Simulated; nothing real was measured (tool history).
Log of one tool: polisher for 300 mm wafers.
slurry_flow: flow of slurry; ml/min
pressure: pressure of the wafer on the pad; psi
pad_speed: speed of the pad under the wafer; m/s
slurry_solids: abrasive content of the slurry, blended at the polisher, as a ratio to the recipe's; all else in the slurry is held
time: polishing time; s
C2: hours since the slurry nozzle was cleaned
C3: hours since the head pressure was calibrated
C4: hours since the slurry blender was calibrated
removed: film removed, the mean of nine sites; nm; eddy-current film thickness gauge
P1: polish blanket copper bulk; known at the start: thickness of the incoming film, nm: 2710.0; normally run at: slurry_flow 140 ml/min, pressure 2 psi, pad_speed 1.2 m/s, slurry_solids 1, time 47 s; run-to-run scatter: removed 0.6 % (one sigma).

{"run": 1, "hour": 11.2, "slurry_flow": 140, "pressure": 2, "pad_speed": 1.2, "slurry_solids": 1, "time": 47, "wafers polished on this pad": 772, "C2": 234.9, "C3": 436.7, "C4": 74.6, "removed": 322.61}
{"run": 2, "hour": 21.3, "slurry_flow": 195, "pressure": 2, "pad_speed": 1.66, "slurry_solids": 1, "time": 47, "wafers polished on this pad": 847, "C2": 245, "C3": 446.8, "C4": 84.7, "removed": 469.76}
{"run": 3, "hour": 32.1, "slurry_flow": 140, "pressure": 3, "pad_speed": 1.2, "slurry_solids": 1, "time": 47, "wafers polished on this pad": 928, "C2": 255.8, "C3": 457.6, "C4": 95.5, "removed": 483.29}
{"run": 4, "hour": 37.4, "slurry_flow": 220, "pressure": 2, "pad_speed": 1.2, "slurry_solids": 1, "time": 47, "wafers polished on this pad": 967, "C2": 261.1, "C3": 462.9, "C4": 100.8, "removed": 344.32}
{"hour": 47.0, "done": "head pressure recalibrated"}
{"run": 5, "hour": 48.2, "slurry_flow": 140, "pressure": 2, "pad_speed": 1.2, "slurry_solids": 1, "time": 47, "wafers polished on this pad": 1048, "C2": 271.9, "C3": 1.3, "C4": 111.6, "removed": 323.3}
{"run": 6, "hour": 59.2, "slurry_flow": 140, "pressure": 2, "pad_speed": 1.84, "slurry_solids": 1, "time": 47, "wafers polished on this pad": 1129, "C2": 282.9, "C3": 12.3, "C4": 122.6, "removed": 497.61}
{"run": 7, "hour": 64.8, "slurry_flow": 140, "pressure": 2, "pad_speed": 1.2, "slurry_solids": 1, "time": 47, "wafers polished on this pad": 1171, "C2": 288.5, "C3": 17.9, "C4": 128.2, "removed": 325.74}
{"run": 8, "hour": 73.2, "slurry_flow": 140, "pressure": 2, "pad_speed": 1.2, "slurry_solids": 1, "time": 47, "wafers polished on this pad": 1234, "C2": 296.9, "C3": 26.3, "C4": 136.6, "removed": 321.62}
{"run": 9, "hour": 81.7, "slurry_flow": 140, "pressure": 2, "pad_speed": 1.2, "slurry_solids": 1, "time": 47, "wafers polished on this pad": 1297, "C2": 305.4, "C3": 34.8, "C4": 145.1, "removed": 324.02}
{"run": 10, "hour": 90.7, "slurry_flow": 140, "pressure": 2, "pad_speed": 1.2, "slurry_solids": 1.3, "time": 47, "wafers polished on this pad": 1364, "C2": 314.4, "C3": 43.8, "C4": 154.1, "removed": 338.6}
{"run": 11, "hour": 102.4, "slurry_flow": 140, "pressure": 2, "pad_speed": 0.54, "slurry_solids": 1, "time": 47, "wafers polished on this pad": 1451, "C2": 326.1, "C3": 55.5, "C4": 165.8, "removed": 145.08}
{"run": 12, "hour": 108.5, "slurry_flow": 140, "pressure": 2, "pad_speed": 1.2, "slurry_solids": 1, "time": 33, "wafers polished on this pad": 1496, "C2": 332.2, "C3": 61.6, "C4": 171.9, "removed": 226.9}
{"run": 13, "hour": 120.3, "slurry_flow": 140, "pressure": 1.5, "pad_speed": 1.2, "slurry_solids": 1, "time": 47, "wafers polished on this pad": 1584, "C2": 344, "C3": 73.4, "C4": 183.7, "removed": 240.48}
{"hour": 123.2, "done": "slurry nozzle cleaned"}
{"run": 14, "hour": 128.1, "slurry_flow": 85, "pressure": 2, "pad_speed": 1.2, "slurry_solids": 1, "time": 47, "wafers polished on this pad": 1642, "C2": 5, "C3": 81.2, "C4": 191.5, "removed": 290.01}
{"run": 15, "hour": 136.9, "slurry_flow": 205, "pressure": 2, "pad_speed": 1.2, "slurry_solids": 1, "time": 59, "wafers polished on this pad": 1708, "C2": 13.8, "C3": 90, "C4": 200.3, "removed": 433.12}
{"run": 16, "hour": 143.0, "slurry_flow": 140, "pressure": 2, "pad_speed": 1.2, "slurry_solids": 1, "time": 47, "wafers polished on this pad": 1753, "C2": 19.9, "C3": 96.1, "C4": 206.4, "removed": 320.52}
{"run": 17, "hour": 153.4, "slurry_flow": 140, "pressure": 2, "pad_speed": 1.2, "slurry_solids": 0.6, "time": 47, "wafers polished on this pad": 1830, "C2": 30.3, "C3": 106.5, "C4": 216.8, "removed": 289.24}
{"run": 18, "hour": 164.5, "slurry_flow": 140, "pressure": 2, "pad_speed": 1.2, "slurry_solids": 1, "time": 66, "wafers polished on this pad": 1913, "C2": 41.4, "C3": 117.6, "C4": 227.9, "removed": 454.76}
{"run": 19, "hour": 172.6, "slurry_flow": 140, "pressure": 2, "pad_speed": 1.2, "slurry_solids": 1, "time": 47, "wafers polished on this pad": 1973, "C2": 49.5, "C3": 125.7, "C4": 236, "removed": 323.14}
{"run": 20, "hour": 179.6, "slurry_flow": 140, "pressure": 2, "pad_speed": 1.2, "slurry_solids": 1, "time": 47, "wafers polished on this pad": 2025, "C2": 56.5, "C3": 132.7, "C4": 243, "removed": 320.07}
{"run": 21, "hour": 188.7, "slurry_flow": 140, "pressure": 2, "pad_speed": 1.2, "slurry_solids": 1, "time": 47, "wafers polished on this pad": 2093, "C2": 65.6, "C3": 141.8, "C4": 252.1, "removed": 314.82}
{"run": 22, "hour": 197.4, "slurry_flow": 140, "pressure": 2, "pad_speed": 1.2, "slurry_solids": 1, "time": 47, "wafers polished on this pad": 2158, "C2": 74.3, "C3": 150.5, "C4": 260.8, "removed": 306.2}
{"run": 23, "hour": 209.1, "slurry_flow": 140, "pressure": 2, "pad_speed": 1.2, "slurry_solids": 1, "time": 47, "wafers polished on this pad": 2245, "C2": 86, "C3": 162.2, "C4": 272.5, "removed": 301.5}

The next listed run, before its measurement:
{"hour": 210.5, "done": "slurry blender recalibrated"}
{"run": 24, "hour": 217.5, "slurry_flow": 140, "pressure": 2, "pad_speed": 1.2, "slurry_solids": 1, "time": 47, "wafers polished on this pad": 2307, "C2": 94.4, "C3": 170.6, "C4": 7.1, "removed": "?"}

{"run 24": {"removed": 300.05}}
